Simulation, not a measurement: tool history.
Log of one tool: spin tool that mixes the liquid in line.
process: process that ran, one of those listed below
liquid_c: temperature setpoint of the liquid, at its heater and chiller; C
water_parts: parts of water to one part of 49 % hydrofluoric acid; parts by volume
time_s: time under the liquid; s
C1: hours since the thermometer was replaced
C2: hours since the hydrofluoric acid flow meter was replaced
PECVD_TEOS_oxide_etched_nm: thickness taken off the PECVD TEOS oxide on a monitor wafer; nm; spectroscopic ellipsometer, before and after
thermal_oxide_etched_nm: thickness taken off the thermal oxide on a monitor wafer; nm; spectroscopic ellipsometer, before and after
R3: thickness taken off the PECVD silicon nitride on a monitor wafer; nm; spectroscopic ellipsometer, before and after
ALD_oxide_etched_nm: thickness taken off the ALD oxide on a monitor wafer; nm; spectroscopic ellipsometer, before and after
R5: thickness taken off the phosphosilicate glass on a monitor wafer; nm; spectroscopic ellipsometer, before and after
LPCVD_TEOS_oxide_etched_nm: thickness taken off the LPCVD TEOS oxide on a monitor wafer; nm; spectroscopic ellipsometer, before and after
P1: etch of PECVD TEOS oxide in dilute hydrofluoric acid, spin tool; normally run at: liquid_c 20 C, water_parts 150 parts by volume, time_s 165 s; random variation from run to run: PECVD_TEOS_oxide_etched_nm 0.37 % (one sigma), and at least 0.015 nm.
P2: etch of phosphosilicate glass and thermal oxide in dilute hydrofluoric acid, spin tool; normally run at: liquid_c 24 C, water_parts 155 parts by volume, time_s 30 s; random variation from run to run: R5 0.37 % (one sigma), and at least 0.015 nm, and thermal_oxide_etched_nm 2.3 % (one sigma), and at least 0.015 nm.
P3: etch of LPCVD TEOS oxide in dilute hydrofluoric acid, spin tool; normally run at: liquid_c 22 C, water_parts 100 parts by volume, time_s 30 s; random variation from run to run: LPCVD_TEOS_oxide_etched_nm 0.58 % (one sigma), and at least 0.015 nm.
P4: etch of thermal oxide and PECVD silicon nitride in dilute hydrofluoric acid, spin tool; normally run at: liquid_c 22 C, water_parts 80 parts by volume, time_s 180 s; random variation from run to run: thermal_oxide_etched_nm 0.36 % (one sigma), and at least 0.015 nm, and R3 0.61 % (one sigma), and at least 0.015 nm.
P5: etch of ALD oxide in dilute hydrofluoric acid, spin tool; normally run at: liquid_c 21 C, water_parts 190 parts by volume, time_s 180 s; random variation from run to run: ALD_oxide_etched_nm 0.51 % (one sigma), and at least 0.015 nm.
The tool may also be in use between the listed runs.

{"run": 1, "hour": 9.4, "process": "P1", "liquid_c": 20, "water_parts": 150, "time_s": 165, "C1": 376.2, "C2": 492.6, "PECVD_TEOS_oxide_etched_nm": 8.3124}
{"run": 2, "hour": 17.8, "process": "P4", "liquid_c": 22, "water_parts": 80, "time_s": 180, "C1": 384.6, "C2": 501, "thermal_oxide_etched_nm": 10.067, "R3": 4.5192}
{"run": 3, "hour": 23.4, "process": "P4", "liquid_c": 22, "water_parts": 80, "time_s": 55, "C1": 390.2, "C2": 506.6, "thermal_oxide_etched_nm": 3.0786, "R3": 1.388}
{"run": 4, "hour": 33.0, "process": "P4", "liquid_c": 22, "water_parts": 20, "time_s": 180, "C1": 399.8, "C2": 516.2, "thermal_oxide_etched_nm": 43.305, "R3": 17.239}
{"run": 5, "hour": 41.9, "process": "P5", "liquid_c": 21, "water_parts": 190, "time_s": 180, "C1": 408.7, "C2": 525.1, "ALD_oxide_etched_nm": 7.4973}
{"run": 6, "hour": 47.7, "process": "P1", "liquid_c": 17, "water_parts": 150, "time_s": 165, "C1": 414.5, "C2": 530.9, "PECVD_TEOS_oxide_etched_nm": 7.3802}
{"run": 7, "hour": 52.6, "process": "P1", "liquid_c": 20, "water_parts": 150, "time_s": 165, "C1": 419.4, "C2": 535.8, "PECVD_TEOS_oxide_etched_nm": 8.3449}
{"run": 8, "hour": 61.9, "process": "P2", "liquid_c": 24, "water_parts": 25, "time_s": 30, "C1": 428.7, "C2": 545.1, "thermal_oxide_etched_nm": 6.5156, "R5": 143.9}
{"run": 9, "hour": 68.6, "process": "P1", "liquid_c": 20, "water_parts": 150, "time_s": 165, "C1": 435.4, "C2": 551.8, "PECVD_TEOS_oxide_etched_nm": 8.3075}
{"run": 10, "hour": 76.4, "process": "P3", "liquid_c": 22, "water_parts": 100, "time_s": 15, "C1": 443.2, "C2": 559.6, "LPCVD_TEOS_oxide_etched_nm": 3.0945}
{"run": 11, "hour": 85.9, "process": "P1", "liquid_c": 20, "water_parts": 150, "time_s": 15, "C1": 452.7, "C2": 569.1, "PECVD_TEOS_oxide_etched_nm": 0.7615}
{"run": 12, "hour": 93.7, "process": "P1", "liquid_c": 23.5, "water_parts": 150, "time_s": 165, "C1": 460.5, "C2": 576.9, "PECVD_TEOS_oxide_etched_nm": 9.5779}
{"hour": 98.7, "done": "hydrofluoric acid flow meter replaced"}
{"run": 13, "hour": 101.6, "process": "P1", "liquid_c": 20, "water_parts": 150, "time_s": 255, "C1": 468.4, "C2": 3, "PECVD_TEOS_oxide_etched_nm": 12.831}
{"run": 14, "hour": 106.6, "process": "P3", "liquid_c": 22, "water_parts": 45, "time_s": 30, "C1": 473.4, "C2": 8, "LPCVD_TEOS_oxide_etched_nm": 14.513}
{"run": 15, "hour": 111.3, "process": "P5", "liquid_c": 21, "water_parts": 190, "time_s": 180, "C1": 478.1, "C2": 12.7, "ALD_oxide_etched_nm": 7.4271}
{"run": 16, "hour": 116.6, "process": "P3", "liquid_c": 22, "water_parts": 100, "time_s": 30, "C1": 483.4, "C2": 18, "LPCVD_TEOS_oxide_etched_nm": 6.0944}
{"run": 17, "hour": 123.5, "process": "P5", "liquid_c": 28, "water_parts": 190, "time_s": 180, "C1": 490.3, "C2": 24.9, "ALD_oxide_etched_nm": 9.6408}
{"run": 18, "hour": 130.7, "process": "P5", "liquid_c": 21, "water_parts": 190, "time_s": 335, "C1": 497.5, "C2": 32.1, "ALD_oxide_etched_nm": 13.834}
{"run": 19, "hour": 137.1, "process": "P1", "liquid_c": 20, "water_parts": 30, "time_s": 165, "C1": 503.9, "C2": 38.5, "PECVD_TEOS_oxide_etched_nm": 47.599}
{"run": 20, "hour": 144.7, "process": "P3", "liquid_c": 17.5, "water_parts": 100, "time_s": 30, "C1": 511.5, "C2": 46.1, "LPCVD_TEOS_oxide_etched_nm": 5.0876}
{"run": 21, "hour": 149.8, "process": "P4", "liquid_c": 18, "water_parts": 80, "time_s": 180, "C1": 516.6, "C2": 51.2, "thermal_oxide_etched_nm": 8.5927, "R3": 3.3987}
{"run": 22, "hour": 156.0, "process": "P1", "liquid_c": 20, "water_parts": 260, "time_s": 165, "C1": 522.8, "C2": 57.4, "PECVD_TEOS_oxide_etched_nm": 4.3055}
{"run": 23, "hour": 165.8, "process": "P2", "liquid_c": 24, "water_parts": 155, "time_s": 15, "C1": 532.6, "C2": 67.2, "thermal_oxide_etched_nm": 0.46518, "R5": 9.8507}
{"run": 24, "hour": 170.8, "process": "P5", "liquid_c": 21, "water_parts": 345, "time_s": 180, "C1": 537.6, "C2": 72.2, "ALD_oxide_etched_nm": 3.5381}
{"run": 25, "hour": 180.0, "process": "P2", "liquid_c": 24, "water_parts": 155, "time_s": 30, "C1": 546.8, "C2": 81.4, "thermal_oxide_etched_nm": 0.89608, "R5": 19.79}

The next listed run, before its measurement:
{"run": 26, "hour": 186.0, "process": "P2", "liquid_c": 28, "water_parts": 155, "time_s": 30, "C1": 552.8, "C2": 87.4, "thermal_oxide_etched_nm": "?", "R5": "?"}

{"run 26": {"thermal_oxide_etched_nm": 1.0463, "R5": 22.953}}
